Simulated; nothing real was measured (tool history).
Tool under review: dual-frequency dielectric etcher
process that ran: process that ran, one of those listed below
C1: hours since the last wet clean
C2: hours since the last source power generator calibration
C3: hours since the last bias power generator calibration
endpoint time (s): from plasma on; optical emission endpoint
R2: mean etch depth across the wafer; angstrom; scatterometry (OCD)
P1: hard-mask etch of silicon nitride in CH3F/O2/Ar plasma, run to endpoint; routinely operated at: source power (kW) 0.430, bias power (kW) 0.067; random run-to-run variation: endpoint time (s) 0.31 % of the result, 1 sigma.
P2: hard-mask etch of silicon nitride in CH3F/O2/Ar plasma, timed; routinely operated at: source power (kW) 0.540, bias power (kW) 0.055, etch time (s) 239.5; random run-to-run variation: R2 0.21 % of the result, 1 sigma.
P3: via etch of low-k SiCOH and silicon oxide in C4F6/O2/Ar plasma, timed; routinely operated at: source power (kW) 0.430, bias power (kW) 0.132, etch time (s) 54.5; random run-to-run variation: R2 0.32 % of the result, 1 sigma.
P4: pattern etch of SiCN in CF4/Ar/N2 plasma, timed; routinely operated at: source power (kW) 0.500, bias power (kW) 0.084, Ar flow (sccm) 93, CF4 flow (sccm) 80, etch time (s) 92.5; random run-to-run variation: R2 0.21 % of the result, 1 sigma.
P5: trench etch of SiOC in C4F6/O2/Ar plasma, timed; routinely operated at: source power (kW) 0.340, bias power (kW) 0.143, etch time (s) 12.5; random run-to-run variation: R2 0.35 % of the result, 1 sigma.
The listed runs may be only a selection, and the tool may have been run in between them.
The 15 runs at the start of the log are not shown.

{"run": 16, "hour": 159.8, "process that ran": "P1", "source power (kW)": 0.43, "bias power (kW)": 0.067, "C1": 422.9, "C2": 849.5, "C3": 2606.2, "endpoint time (s)": 65.135}
{"run": 17, "hour": 169.1, "process that ran": "P5", "source power (kW)": 0.46, "bias power (kW)": 0.143, "etch time (s)": 12.5, "C1": 432.2, "C2": 858.8, "C3": 2615.5, "R2": 254.45}
{"run": 18, "hour": 182.2, "process that ran": "P3", "source power (kW)": 0.31, "bias power (kW)": 0.132, "etch time (s)": 54.5, "C1": 445.3, "C2": 871.9, "C3": 2628.6, "R2": 1165.2}
{"run": 19, "hour": 193.9, "process that ran": "P5", "source power (kW)": 0.34, "bias power (kW)": 0.143, "etch time (s)": 17.0, "C1": 457.0, "C2": 883.6, "C3": 2640.3, "R2": 306.55}
{"run": 20, "hour": 201.2, "process that ran": "P4", "source power (kW)": 0.5, "bias power (kW)": 0.084, "etch time (s)": 53.0, "Ar flow (sccm)": 93, "CF4 flow (sccm)": 80, "C1": 464.3, "C2": 890.9, "C3": 2647.6, "R2": 536.72}
{"run": 21, "hour": 214.3, "process that ran": "P5", "source power (kW)": 0.34, "bias power (kW)": 0.083, "etch time (s)": 12.5, "C1": 477.4, "C2": 904.0, "C3": 2660.7, "R2": 192.99}
{"run": 22, "hour": 221.2, "process that ran": "P3", "source power (kW)": 0.43, "bias power (kW)": 0.132, "etch time (s)": 35.5, "C1": 484.3, "C2": 910.9, "C3": 2667.6, "R2": 863.51}
{"run": 23, "hour": 231.7, "process that ran": "P3", "source power (kW)": 0.43, "bias power (kW)": 0.181, "etch time (s)": 54.5, "C1": 494.8, "C2": 921.4, "C3": 2678.1, "R2": 1462.0}
{"run": 24, "hour": 240.9, "process that ran": "P4", "source power (kW)": 0.5, "bias power (kW)": 0.084, "etch time (s)": 92.5, "Ar flow (sccm)": 58, "CF4 flow (sccm)": 80, "C1": 504.0, "C2": 930.6, "C3": 2687.3, "R2": 992.83}
{"run": 25, "hour": 254.2, "process that ran": "P2", "source power (kW)": 0.54, "bias power (kW)": 0.078, "etch time (s)": 239.5, "C1": 517.3, "C2": 943.9, "C3": 2700.6, "R2": 1931.5}
{"run": 26, "hour": 264.5, "process that ran": "P4", "source power (kW)": 0.66, "bias power (kW)": 0.084, "etch time (s)": 92.5, "Ar flow (sccm)": 93, "CF4 flow (sccm)": 80, "C1": 527.6, "C2": 954.2, "C3": 2710.9, "R2": 1193.1}
{"run": 27, "hour": 271.9, "process that ran": "P4", "source power (kW)": 0.5, "bias power (kW)": 0.084, "etch time (s)": 92.5, "Ar flow (sccm)": 93, "CF4 flow (sccm)": 80, "C1": 535.0, "C2": 961.6, "C3": 2718.3, "R2": 936.62}
{"run": 28, "hour": 283.8, "process that ran": "P1", "source power (kW)": 0.28, "bias power (kW)": 0.067, "C1": 546.9, "C2": 973.5, "C3": 2730.2, "endpoint time (s)": 76.133}
{"run": 29, "hour": 292.2, "process that ran": "P1", "source power (kW)": 0.57, "bias power (kW)": 0.067, "C1": 555.3, "C2": 981.9, "C3": 2738.6, "endpoint time (s)": 57.978}
{"run": 30, "hour": 303.1, "process that ran": "P4", "source power (kW)": 0.5, "bias power (kW)": 0.061, "etch time (s)": 92.5, "Ar flow (sccm)": 93, "CF4 flow (sccm)": 80, "C1": 566.2, "C2": 992.8, "C3": 2749.5, "R2": 841.5}
{"run": 31, "hour": 310.5, "process that ran": "P1", "source power (kW)": 0.43, "bias power (kW)": 0.067, "C1": 573.6, "C2": 1000.2, "C3": 2756.9, "endpoint time (s)": 64.573}
{"run": 32, "hour": 321.8, "process that ran": "P1", "source power (kW)": 0.43, "bias power (kW)": 0.067, "C1": 584.9, "C2": 1011.5, "C3": 2768.2, "endpoint time (s)": 65.57}

Run 33 is up next; what results do you expect?
{"run": 33, "hour": 329.6, "process that ran": "P1", "source power (kW)": 0.43, "bias power (kW)": 0.067, "C1": 592.7, "C2": 1019.3, "C3": 2776.0, "endpoint time (s)": "?"}

Run 33 yielded endpoint time (s) 65.808.

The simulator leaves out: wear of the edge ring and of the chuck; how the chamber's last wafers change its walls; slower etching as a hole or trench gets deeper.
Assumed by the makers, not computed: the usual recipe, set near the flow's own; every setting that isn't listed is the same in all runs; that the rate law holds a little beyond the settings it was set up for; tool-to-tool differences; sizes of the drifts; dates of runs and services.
